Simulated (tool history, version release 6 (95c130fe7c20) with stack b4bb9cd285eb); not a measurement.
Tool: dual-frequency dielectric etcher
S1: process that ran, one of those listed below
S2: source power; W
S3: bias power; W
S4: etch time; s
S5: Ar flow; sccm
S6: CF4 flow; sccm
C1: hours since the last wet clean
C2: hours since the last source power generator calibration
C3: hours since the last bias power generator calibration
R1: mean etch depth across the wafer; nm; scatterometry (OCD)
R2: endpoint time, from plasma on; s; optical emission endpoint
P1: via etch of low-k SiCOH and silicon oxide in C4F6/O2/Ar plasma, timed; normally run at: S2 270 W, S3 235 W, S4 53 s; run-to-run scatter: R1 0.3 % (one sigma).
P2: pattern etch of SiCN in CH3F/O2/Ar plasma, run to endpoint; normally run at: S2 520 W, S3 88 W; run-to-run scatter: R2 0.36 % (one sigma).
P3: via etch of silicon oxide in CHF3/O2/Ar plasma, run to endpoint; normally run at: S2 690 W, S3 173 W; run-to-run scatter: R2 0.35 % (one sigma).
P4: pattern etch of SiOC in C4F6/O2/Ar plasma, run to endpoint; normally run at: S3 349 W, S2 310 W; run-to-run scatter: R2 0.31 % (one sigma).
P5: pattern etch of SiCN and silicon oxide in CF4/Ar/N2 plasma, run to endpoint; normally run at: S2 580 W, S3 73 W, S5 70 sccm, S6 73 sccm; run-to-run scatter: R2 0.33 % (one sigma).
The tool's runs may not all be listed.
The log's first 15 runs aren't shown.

run 16 hour=84.7 | S1=P1 S2=270 S3=235 S4=75.5 | C1=67.7 C2=2544.2 C3=879.6 | R1=196.36
run 17 hour=90 | S1=P1 S2=350 S3=235 S4=53 | C1=73 C2=2549.5 C3=884.9 | R1=152.93
run 18 hour=95.9 | S1=P3 S2=840 S3=173 | C1=78.9 C2=2555.4 C3=890.8 | R2=327.56
run 19 hour=99.5 | S1=P5 S2=580 S3=73 S5=70 S6=73 | C1=82.5 C2=2559 C3=894.4 | R2=14.114
run 20 hour=104.7 | S1=P4 S2=310 S3=209 | C1=87.7 C2=2564.2 C3=899.6 | R2=20.714
run 21 hour=110.5 | S1=P5 S2=580 S3=73 S5=70 S6=102 | C1=93.5 C2=2570 C3=905.4 | R2=13.481
run 22 hour=116.9 | S1=P1 S2=270 S3=301 S4=31 | C1=99.9 C2=2576.4 C3=911.8 | R1=88.656
run 23 hour=121.7 | S1=P5 S2=750 S3=73 S5=70 S6=73 | C1=104.7 C2=2581.2 C3=916.6 | R2=11.204
run 24 hour=126.7 | S1=P3 S2=690 S3=173 | C1=109.7 C2=2586.2 C3=921.6 | R2=351.84
run 25 hour=133.7 | S1=P1 S2=200 S3=235 S4=53 | C1=116.7 C2=2593.2 C3=928.6 | R1=122.79
run 26 hour=138.4 | S1=P1 S2=270 S3=235 S4=32 | C1=121.4 C2=2597.9 C3=933.3 | R1=83.102
run 27 hour=143.9 | S1=P1 S2=270 S3=145 S4=53 | C1=126.9 C2=2603.4 C3=938.8 | R1=117.44
run 28 hour=149.2 | S1=P5 S2=580 S3=44 S5=70 S6=73 | C1=132.2 C2=2608.7 C3=944.1 | R2=16.345
run 29 hour=154.6 | S1=P1 S2=270 S3=235 S4=53 | C1=137.6 C2=2614.1 C3=949.5 | R1=138.2
run 30 hour=159.8 | S1=P1 S2=270 S3=306 S4=53 | C1=142.8 C2=2619.3 C3=954.7 | R1=151.02
run 31 hour=163.1 | S1=P1 S2=270 S3=235 S4=53 | C1=146.1 C2=2622.6 C3=958 | R1=137.61
run 32 hour=167.7 | S1=P1 S2=270 S3=235 S4=53 | C1=150.7 C2=2627.2 C3=962.6 | R1=137.23
run 33 hour=173.6 | S1=P1 S2=270 S3=235 S4=53 | C1=156.6 C2=2633.1 C3=968.5 | R1=137.19

Forecast run 34:
run 34 hour=179.2 | S1=P1 S2=270 S3=235 S4=53 | C1=162.2 C2=2638.7 C3=974.1 | R1=?

Run 34 gave R1 136.19 nm.
